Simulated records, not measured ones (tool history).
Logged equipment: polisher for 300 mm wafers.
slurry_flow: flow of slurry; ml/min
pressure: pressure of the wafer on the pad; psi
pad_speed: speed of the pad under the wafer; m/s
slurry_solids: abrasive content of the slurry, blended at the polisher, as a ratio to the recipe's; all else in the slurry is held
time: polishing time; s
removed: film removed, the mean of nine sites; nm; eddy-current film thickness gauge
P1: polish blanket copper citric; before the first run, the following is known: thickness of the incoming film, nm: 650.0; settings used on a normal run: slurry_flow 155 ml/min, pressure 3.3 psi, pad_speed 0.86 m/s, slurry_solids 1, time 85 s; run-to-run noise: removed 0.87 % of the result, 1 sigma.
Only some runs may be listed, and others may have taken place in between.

run	day	slurry_flow	pressure	pad_speed	slurry_solids	time	removed
1	0.592	155	3.3	0.86	1	85	179.55
2	1.142	155	3.3	0.86	0.5	85	156.54
3	1.583	155	3.3	0.86	1	54	116.2
4	2.004	155	3.3	0.86	1	85	177.01
5	2.733	155	3.3	0.86	1	85	179.3
6	3.262	110	3.3	0.86	1	85	166.69
7	3.696	155	3.3	0.46	1	85	98.146
8	4.133	155	3.3	0.86	1.5	85	196.52
9	4.888	240	3.3	0.86	1	85	188.54
10	5.408	155	3.3	0.86	1	85	180.82
11	5.871	155	4.3	0.86	1	85	236.36
12	6.333	155	1.6	0.86	1	85	89.109
13	7	155	1.8	0.86	1	118	139.6
14	7.521	155	3.3	1.16	1	85	244.76
15	8.104	155	3.3	1.12	1	119	328.73
16	8.779	95	3.3	0.86	1	113	217.48
17	9.496	155	3.3	0.86	1	85	179.31
18	9.996	155	3.3	0.86	1	125	264.97
19	10.342	155	3.3	0.86	1	85	182.32
20	10.917	155	3.3	0.86	1	85	173.47
21	11.475	155	3.3	0.86	1	85	167.91
# day 11.875: slurry blender recalibrated
22	11.892	155	3.3	0.86	1	85	167.01
# day 12.333: head pressure recalibrated
23	12.338	155	3.3	0.86	1	85	166.83
24	12.962	155	3.3	0.86	1	85	164.55
25	13.654	155	3.3	0.86	1	85	164.58

What P1 gives has crept away from where it was. These 2 causes fit the log equally well, each at the size given:
A: removal rate lost through wear of the pad, % = 9.42
B: slurry flow missing at the pad, % = 37.5
The process output started creeping at around day 10.342.
Other possible causes, and why each is ruled out:
head's pressure below its setpoint, %: serviced after onset, at day 12.333, with no recovery of the prior output
abrasive missing from the slurry, %: serviced after onset, at day 11.875, with no recovery of the prior output

Which of the check runs below tells the causes apart, meaning the causes would give it clearly different results? Each run uses 5 wafers whose results are averaged, and each result is shown as a question mark.
check 1	14.346	230	3.3	0.64	1	85	?
check 2	14.346	155	3.3	0.86	1.5	85	?
check 3	14.346	155	3.3	0.86	1.35	85	?
check 4	14.346	155	2	0.86	1.3	85	?

Check results expected under each cause:
check	result	if A	if B
check 1	removed	129.74	133.71
check 2	removed	178.68	178.69
check 3	removed	174.53	174.54
check 4	removed	106.63	106.63
Gap, in per cent, between the two causes that each check separates least, read from the result that separates them most: check 1 3.01 %; check 2 0 %; check 3 0 %; check 4 0 %
Check 1 tells the causes apart: in the others they would give nearly the same result.

With check 1 done, the readings were: removed 129.92 nm. Identify which of the listed causes applies.

It is A: removal rate lost through wear of the pad, %.
